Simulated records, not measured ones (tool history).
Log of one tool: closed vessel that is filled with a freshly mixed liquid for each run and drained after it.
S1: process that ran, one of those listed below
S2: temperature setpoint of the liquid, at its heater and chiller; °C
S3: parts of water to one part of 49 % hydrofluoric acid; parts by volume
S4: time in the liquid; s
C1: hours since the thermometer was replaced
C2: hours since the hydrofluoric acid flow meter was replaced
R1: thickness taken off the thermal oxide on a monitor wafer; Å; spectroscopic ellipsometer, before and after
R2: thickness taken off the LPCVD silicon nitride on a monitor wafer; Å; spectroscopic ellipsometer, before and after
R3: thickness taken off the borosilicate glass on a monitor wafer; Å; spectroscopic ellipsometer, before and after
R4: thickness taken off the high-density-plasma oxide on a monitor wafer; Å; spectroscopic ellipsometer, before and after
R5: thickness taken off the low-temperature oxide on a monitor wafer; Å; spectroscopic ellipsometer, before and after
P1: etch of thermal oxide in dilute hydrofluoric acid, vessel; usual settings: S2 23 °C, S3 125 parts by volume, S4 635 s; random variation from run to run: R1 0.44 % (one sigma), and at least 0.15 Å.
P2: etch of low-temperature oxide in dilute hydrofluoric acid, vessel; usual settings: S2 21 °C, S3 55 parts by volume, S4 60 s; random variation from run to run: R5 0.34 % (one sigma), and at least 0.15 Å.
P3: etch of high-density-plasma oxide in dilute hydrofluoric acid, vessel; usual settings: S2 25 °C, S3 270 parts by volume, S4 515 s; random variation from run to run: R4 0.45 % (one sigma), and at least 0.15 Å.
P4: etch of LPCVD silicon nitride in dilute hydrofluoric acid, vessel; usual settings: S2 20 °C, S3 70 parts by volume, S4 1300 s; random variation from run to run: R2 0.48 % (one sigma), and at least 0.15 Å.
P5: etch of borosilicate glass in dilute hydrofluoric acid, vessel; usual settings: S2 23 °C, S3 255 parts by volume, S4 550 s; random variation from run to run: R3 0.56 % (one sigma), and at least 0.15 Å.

Run 1, day 0.188: S1 P1, S2 23 °C, S3 125 parts by volume, S4 635 s; C1 642.8; C2 614.8. Result: R1 232.66 Å.
Run 2, day 0.296: S1 P4, S2 20 °C, S3 70 parts by volume, S4 1300 s; C1 645.4; C2 617.4. Result: R2 68.091 Å.
Run 3, day 0.462: S1 P5, S2 23 °C, S3 255 parts by volume, S4 550 s; C1 649.4; C2 621.4. Result: R3 569.73 Å.
Run 4, day 0.654: S1 P3, S2 25 °C, S3 270 parts by volume, S4 1015 s; C1 654; C2 626. Result: R4 222.46 Å.
Run 5, day 0.775: S1 P1, S2 23 °C, S3 125 parts by volume, S4 635 s; C1 656.9; C2 628.9. Result: R1 232.93 Å.
Run 6, day 0.912: S1 P4, S2 20 °C, S3 45 parts by volume, S4 1300 s; C1 660.2; C2 632.2. Result: R2 104.92 Å.
Run 7, day 1.038: S1 P1, S2 23 °C, S3 125 parts by volume, S4 635 s; C1 663.2; C2 635.2. Result: R1 234.77 Å.
Run 8, day 1.154: S1 P1, S2 23 °C, S3 125 parts by volume, S4 635 s; C1 666; C2 638. Result: R1 233.37 Å.
Run 9, day 1.338: S1 P1, S2 23 °C, S3 35 parts by volume, S4 635 s; C1 670.4; C2 642.4. Result: R1 930.14 Å.
Run 10, day 1.433: S1 P1, S2 23 °C, S3 125 parts by volume, S4 635 s; C1 672.7; C2 644.7. Result: R1 231.66 Å.
Run 11, day 1.6: S1 P1, S2 30.5 °C, S3 195 parts by volume, S4 635 s; C1 676.7; C2 648.7. Result: R1 181.26 Å.
Run 12, day 1.762: S1 P2, S2 21 °C, S3 55 parts by volume, S4 105 s; C1 680.6; C2 652.6. Result: R5 396.4 Å.
Run 13, day 1.933: S1 P4, S2 28 °C, S3 70 parts by volume, S4 1300 s; C1 684.7; C2 656.7. Result: R2 116.64 Å.
Run 14, day 2.158: S1 P1, S2 23 °C, S3 170 parts by volume, S4 635 s; C1 690.1; C2 662.1. Result: R1 163.17 Å.
Run 15, day 2.342: S1 P3, S2 25 °C, S3 270 parts by volume, S4 515 s; C1 694.5; C2 666.5. Result: R4 111.1 Å.
Run 16, day 2.446: S1 P3, S2 21 °C, S3 270 parts by volume, S4 515 s; C1 697; C2 669. Result: R4 96.787 Å.
Run 17, day 2.608: S1 P1, S2 17 °C, S3 125 parts by volume, S4 635 s; C1 700.9; C2 672.9. Result: R1 183.71 Å.
Run 18, day 2.775: S1 P3, S2 25 °C, S3 270 parts by volume, S4 515 s; C1 704.9; C2 676.9. Result: R4 111.94 Å.
At day 2.892: hydrofluoric acid flow meter replaced.
Run 19, day 2.988: S1 P2, S2 21 °C, S3 100 parts by volume, S4 60 s; C1 710; C2 2.3. Result: R5 118.81 Å.
Run 20, day 3.129: S1 P5, S2 23 °C, S3 370 parts by volume, S4 550 s; C1 713.4; C2 5.7. Result: R3 355.22 Å.
Run 21, day 3.296: S1 P1, S2 23 °C, S3 195 parts by volume, S4 1185 s; C1 717.4; C2 9.7. Result: R1 257.25 Å.
Run 22, day 3.483: S1 P1, S2 30.5 °C, S3 125 parts by volume, S4 635 s; C1 721.9; C2 14.2. Result: R1 310.48 Å.
Run 23, day 3.612: S1 P3, S2 25 °C, S3 45 parts by volume, S4 515 s; C1 725; C2 17.3. Result: R4 874.9 Å.
Run 24, day 3.812: S1 P1, S2 23 °C, S3 125 parts by volume, S4 635 s; C1 729.8; C2 22.1. Result: R1 230.98 Å.
Run 25, day 4.025: S1 P1, S2 23 °C, S3 125 parts by volume, S4 635 s; C1 734.9; C2 27.2. Result: R1 234.22 Å.
Run 26, day 4.183: S1 P1, S2 23 °C, S3 125 parts by volume, S4 915 s; C1 738.7; C2 31. Result: R1 335.73 Å.
Run 27, day 4.329: S1 P5, S2 23 °C, S3 255 parts by volume, S4 550 s; C1 742.2; C2 34.5. Result: R3 573.63 Å.
Run 28, day 4.475: S1 P2, S2 17 °C, S3 55 parts by volume, S4 60 s; C1 745.7; C2 38. Result: R5 192.91 Å.
Run 29, day 4.688: S1 P5, S2 23 °C, S3 255 parts by volume, S4 850 s; C1 750.8; C2 43.1. Result: R3 887.62 Å.
Run 30, day 4.904: S1 P1, S2 27 °C, S3 35 parts by volume, S4 635 s; C1 756; C2 48.3. Result: R1 1097.7 Å.
Run 31, day 5.104: S1 P4, S2 20 °C, S3 70 parts by volume, S4 1300 s; C1 760.8; C2 53.1. Result: R2 67.753 Å.
Run 32, day 5.233: S1 P2, S2 21 °C, S3 55 parts by volume, S4 60 s; C1 763.9; C2 56.2. Result: R5 226.32 Å.
Run 33, day 5.438: S1 P4, S2 20 °C, S3 70 parts by volume, S4 2405 s; C1 768.8; C2 61.1. Result: R2 124.47 Å.
Run 34, day 5.654: S1 P5, S2 17 °C, S3 255 parts by volume, S4 550 s; C1 774; C2 66.3. Result: R3 455.72 Å.

The next listed run, before its measurement:
Run 35, day 5.833: S1 P1, S2 23 °C, S3 125 parts by volume, S4 130 s; C1 778.3; C2 70.6. Result: R1 ?.

R1: 47.862 Å

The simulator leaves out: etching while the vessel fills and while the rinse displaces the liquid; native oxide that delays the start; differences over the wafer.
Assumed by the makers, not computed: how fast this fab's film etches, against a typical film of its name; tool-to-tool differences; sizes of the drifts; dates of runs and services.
